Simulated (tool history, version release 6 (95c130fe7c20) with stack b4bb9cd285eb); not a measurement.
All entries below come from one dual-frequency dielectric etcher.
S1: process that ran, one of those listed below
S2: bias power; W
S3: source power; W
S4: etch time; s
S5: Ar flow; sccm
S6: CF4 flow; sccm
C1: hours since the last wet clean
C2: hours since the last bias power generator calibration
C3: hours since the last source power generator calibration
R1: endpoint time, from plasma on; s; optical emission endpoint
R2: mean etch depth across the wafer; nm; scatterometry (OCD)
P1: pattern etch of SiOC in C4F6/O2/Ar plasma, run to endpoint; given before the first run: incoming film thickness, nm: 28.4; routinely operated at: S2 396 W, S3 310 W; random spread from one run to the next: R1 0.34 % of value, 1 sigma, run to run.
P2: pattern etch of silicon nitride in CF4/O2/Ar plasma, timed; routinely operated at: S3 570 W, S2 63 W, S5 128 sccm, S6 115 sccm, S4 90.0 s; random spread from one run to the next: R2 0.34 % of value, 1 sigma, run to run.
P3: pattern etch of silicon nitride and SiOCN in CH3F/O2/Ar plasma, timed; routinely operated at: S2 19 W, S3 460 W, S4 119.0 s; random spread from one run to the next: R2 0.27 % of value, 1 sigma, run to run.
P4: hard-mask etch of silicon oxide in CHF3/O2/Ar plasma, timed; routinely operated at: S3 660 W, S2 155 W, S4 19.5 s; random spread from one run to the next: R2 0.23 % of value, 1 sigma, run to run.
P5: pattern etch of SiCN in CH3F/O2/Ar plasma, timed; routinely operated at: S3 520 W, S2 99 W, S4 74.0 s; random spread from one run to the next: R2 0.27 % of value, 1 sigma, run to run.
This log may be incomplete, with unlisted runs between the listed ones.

run,hour,S1,S2,S3,S4,S5,S6,C1,C2,C3,R1,R2
1,11.9,P1,396,310,,,,145.4,1361.7,1392.7,11.673,
2,22.6,P1,504,210,,,,156.1,1372.4,1403.4,12.386,
3,36.8,P1,396,380,,,,170.3,1386.6,1417.6,10.853,
4,50.8,P1,247,310,,,,184.3,1400.6,1431.6,13.842,
5,57.8,P3,19,300,119.0,,,191.3,1407.6,1438.6,,13.681
6,70.0,P2,63,570,90.0,160,115,203.5,1419.8,1450.8,,195.750
7,78.5,P4,155,660,19.5,,,212.0,1428.3,1459.3,,36.823
8,85.5,P2,63,570,90.0,128,85,219.0,1435.3,1466.3,,194.400
9,94.3,P4,155,660,26.5,,,227.8,1444.1,1475.1,,49.919
10,108.0,P1,396,310,,,,241.5,1457.8,1488.8,11.659,
11,114.1,P5,79,520,74.0,,,247.6,1463.9,1494.9,,31.457
12,122.5,P1,396,310,,,,256.0,1472.3,1503.3,11.759,
# hour 133.0: wet clean of the chamber
13,134.8,P5,99,400,74.0,,,1.8,1484.6,1515.6,,31.201
14,143.6,P2,63,790,90.0,128,115,10.6,1493.4,1524.4,,268.150
15,151.1,P5,99,520,74.0,,,18.1,1500.9,1531.9,,34.295
16,165.0,P1,396,240,,,,32.0,1514.8,1545.8,12.847,
17,171.3,P1,396,310,,,,38.3,1521.1,1552.1,11.710,
18,182.7,P2,63,570,90.0,128,115,49.7,1532.5,1563.5,,202.000
19,195.8,P4,125,660,19.5,,,62.8,1545.6,1576.6,,34.360
20,209.1,P3,23,460,119.0,,,76.1,1558.9,1589.9,,17.209
21,219.8,P3,19,460,65.5,,,86.8,1569.6,1600.6,,8.738
22,231.0,P4,155,470,19.5,,,98.0,1580.8,1611.8,,32.367
23,240.2,P3,19,460,119.0,,,107.2,1590.0,1621.0,,15.915
24,247.4,P1,396,310,,,,114.4,1597.2,1628.2,11.627,
25,259.3,P1,511,310,,,,126.3,1609.1,1640.1,10.631,
26,270.3,P2,63,570,58.0,128,115,137.3,1620.1,1651.1,,130.910
27,283.0,P2,75,570,90.0,128,115,150.0,1632.8,1663.8,,216.400
28,292.9,P5,99,520,97.0,,,159.9,1642.7,1673.7,,44.908
29,301.2,P1,396,310,,,,168.2,1651.0,1682.0,11.794,
30,310.2,P1,396,310,,,,177.2,1660.0,1691.0,11.799,
31,317.0,P1,396,310,,,,184.0,1666.8,1697.8,11.901,
32,327.2,P1,396,310,,,,194.2,1677.0,1708.0,11.965,
# hour 330.5: wet clean of the chamber
33,335.7,P1,396,310,,,,5.2,1685.5,1716.5,11.918,
34,345.0,P1,396,310,,,,14.5,1694.8,1725.8,11.936,
35,357.1,P1,396,310,,,,26.6,1706.9,1737.9,11.870,

P1 has crept away from where it was. The log is fitted equally well by each of these 2 causes, at the sizes shown:
A: bias power that arrives under what is set, % = 4.54
B: source power that arrives under what is set, % = 4.45
Onset of the creep was near hour 301.2.
The rest of the possible causes, and what rules out each one:
chamber walls in a state that lowers the etch rate, %: was serviced at hour 330.5, once the creep was under way, yet the earlier output never came back

You are offered 4 check runs, listed below with question marks in place of their results; each one averages 2 wafers. Which run separates the listed causes by giving clearly different results for each?
check 1,369.2,P4,155,660,19.5,,,,,,,?
check 2,369.2,P2,63,570,90.0,128,115,,,,,?
check 3,369.2,P5,99,520,74.0,,,,,,,?
check 4,369.2,P3,19,460,119.0,,,,,,,?

Predicted outcomes, by check and by cause:
check,result,if A,if B
check 1,R2,36.253,36.157
check 2,R2,198.240,194.080
check 3,R2,33.743,33.751
check 4,R2,15.544,15.600
How far apart the two closest causes lie, in the result that separates them most: check 1 0.26 %; check 2 2.12 %; check 3 0.03 %; check 4 0.36 %
Check 2 is the one run that separates the causes; every other check would come out nearly the same whichever cause is at work.

Here is what check 2 returned: R2 194.560 nm. Which cause is it?

The cause is B: source power that arrives under what is set, %.

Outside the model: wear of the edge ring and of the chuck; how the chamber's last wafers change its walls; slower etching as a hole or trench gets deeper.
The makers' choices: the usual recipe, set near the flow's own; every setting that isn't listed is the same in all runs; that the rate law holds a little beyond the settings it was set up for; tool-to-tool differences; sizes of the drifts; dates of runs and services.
